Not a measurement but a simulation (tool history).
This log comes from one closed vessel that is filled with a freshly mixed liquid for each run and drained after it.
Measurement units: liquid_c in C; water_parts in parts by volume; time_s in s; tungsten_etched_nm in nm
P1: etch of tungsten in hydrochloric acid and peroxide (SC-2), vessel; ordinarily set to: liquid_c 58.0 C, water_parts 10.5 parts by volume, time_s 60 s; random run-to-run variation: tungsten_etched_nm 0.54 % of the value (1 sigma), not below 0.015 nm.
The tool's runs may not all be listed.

run,hour,liquid_c,water_parts,time_s,hours since the thermometer was replaced,hours since the chemicals flow meter was replaced,hours since the drum of peroxide was connected,tungsten_etched_nm
1,14.6,58.0,10.5,60,801.0,98.8,246.1,14.7140
2,29.6,58.0,10.5,60,816.0,113.8,261.1,14.7200
3,46.8,58.0,10.5,60,833.2,131.0,278.3,14.8270
4,65.6,58.0,10.5,60,852.0,149.8,297.1,14.6850
5,80.9,58.0,4.0,60,867.3,165.1,312.4,30.6290
6,92.3,58.0,4.0,30,878.7,176.5,323.8,15.3820
7,100.9,42.5,10.5,60,887.3,185.1,332.4,5.2189
8,115.7,58.0,10.5,105,902.1,199.9,347.2,26.0000
9,125.7,69.0,10.5,60,912.1,209.9,357.2,28.8910
10,141.6,58.0,16.0,60,928.0,225.8,373.1,10.2560
11,156.1,58.0,10.5,60,942.5,240.3,387.6,14.7860
12,165.7,58.0,10.5,30,952.1,249.9,397.2,7.3277
13,177.5,58.0,10.5,60,963.9,261.7,409.0,14.9040
14,188.3,58.0,10.5,60,974.7,272.5,419.8,15.1440
15,199.9,58.0,10.5,60,986.3,284.1,431.4,15.3370
16,215.5,58.0,10.5,60,1001.9,299.7,447.0,15.5070
17,225.4,58.0,10.5,60,1011.8,309.6,456.9,15.5750
18,238.9,58.0,10.5,60,1025.3,323.1,470.4,15.5710
19,255.6,58.0,10.5,60,1042.0,339.8,487.1,15.8690

The next listed run, before its measurement:
20,264.8,58.0,10.5,60,1051.2,349.0,496.3,?

{"run 20": {"tungsten_etched_nm": 15.644}}

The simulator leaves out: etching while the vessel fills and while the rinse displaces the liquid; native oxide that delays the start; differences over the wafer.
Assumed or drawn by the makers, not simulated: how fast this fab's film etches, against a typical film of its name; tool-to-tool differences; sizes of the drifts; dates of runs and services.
